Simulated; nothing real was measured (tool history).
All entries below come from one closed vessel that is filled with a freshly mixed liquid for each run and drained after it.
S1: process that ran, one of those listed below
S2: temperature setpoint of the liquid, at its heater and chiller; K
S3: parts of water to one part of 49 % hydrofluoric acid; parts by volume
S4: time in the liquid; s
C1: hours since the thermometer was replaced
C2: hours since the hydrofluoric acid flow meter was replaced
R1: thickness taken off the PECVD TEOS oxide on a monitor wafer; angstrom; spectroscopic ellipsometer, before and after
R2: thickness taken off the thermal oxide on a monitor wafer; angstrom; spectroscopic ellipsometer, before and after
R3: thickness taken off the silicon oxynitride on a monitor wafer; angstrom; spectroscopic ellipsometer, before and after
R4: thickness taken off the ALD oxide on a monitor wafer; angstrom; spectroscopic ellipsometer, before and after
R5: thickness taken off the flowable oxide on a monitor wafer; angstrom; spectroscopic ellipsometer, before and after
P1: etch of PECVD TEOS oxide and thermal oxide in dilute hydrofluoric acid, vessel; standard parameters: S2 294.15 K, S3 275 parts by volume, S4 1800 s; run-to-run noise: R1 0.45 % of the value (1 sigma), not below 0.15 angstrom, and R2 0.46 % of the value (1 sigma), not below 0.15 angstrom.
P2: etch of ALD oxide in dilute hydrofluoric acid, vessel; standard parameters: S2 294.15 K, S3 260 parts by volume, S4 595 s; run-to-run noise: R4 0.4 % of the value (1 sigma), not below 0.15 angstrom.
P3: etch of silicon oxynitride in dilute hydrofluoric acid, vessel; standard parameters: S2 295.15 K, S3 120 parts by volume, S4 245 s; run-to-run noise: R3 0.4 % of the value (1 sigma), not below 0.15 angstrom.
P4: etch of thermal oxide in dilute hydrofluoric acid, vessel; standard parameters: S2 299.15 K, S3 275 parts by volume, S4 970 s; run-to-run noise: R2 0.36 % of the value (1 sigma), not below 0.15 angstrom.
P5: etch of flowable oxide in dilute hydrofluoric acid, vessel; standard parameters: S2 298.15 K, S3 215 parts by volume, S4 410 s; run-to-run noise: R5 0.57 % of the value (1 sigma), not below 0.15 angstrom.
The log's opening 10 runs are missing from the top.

run    day  S1      S2   S3    S4     C1      C2         R1         R2      R3       R4       R5
 11  2.508  P5  298.15  215   410  406.4  1519.3                                          518.00
 12  2.729  P1  294.15  275  1800  411.7  1524.6   409.0000   236.0900
 13  2.967  P1  294.15  450  3400  417.4  1530.3   407.5100   236.0000
 14  3.150  P1  294.15  275  2760  421.8  1534.7   625.8500   363.2700
 15  3.383  P1  290.15  275  1800  427.4  1540.3   353.3800   204.3700
 16  3.688  P3  295.15  205   245  434.7  1547.6                        29.836
 17  3.838  P5  298.15   85   410  438.3  1551.2                                         1534.00
 18  4.079  P2  301.65  260   595  444.1  1557.0                                361.840
 19  4.367  P1  294.15  130  1800  451.0  1563.9   996.7800   581.0800
 20  4.608  P1  294.15  275  1800  456.8  1569.7   412.9500   238.0100
 21  4.800  P1  294.15  275    30  461.4  1574.3     6.7798     3.8341
 22  5.012  P2  294.15  260   595  466.5  1579.4                                278.160
 23  5.233  P1  294.15   60  3340  471.8  1584.7  4386.0000  2550.4000
 24  5.504  P1  294.15  275  1800  478.3  1591.2   412.0900   237.6500
 25  5.700  P2  294.15  150   595  483.0  1595.9                                537.870
 26  5.900  P1  301.65  275  1800  487.8  1600.7   531.5600   306.6900
 27  6.208  P4  299.15   50   970  495.2  1608.1             1051.2000
     6.275  -- hydrofluoric acid flow meter replaced
 28  6.442  P4  292.65  275   970  500.8     4.0              116.3400
 29  6.696  P5  298.15  215   410  506.9    10.1                                          517.62
 30  7.008  P4  299.15  275   465  514.4    17.6               70.1540

The next listed run, before its measurement:
 31  7.267  P1  294.15  275  1800  520.6  23.8   ?   ?

{"run 31": {"R1": 410.11, "R2": 238.17}}
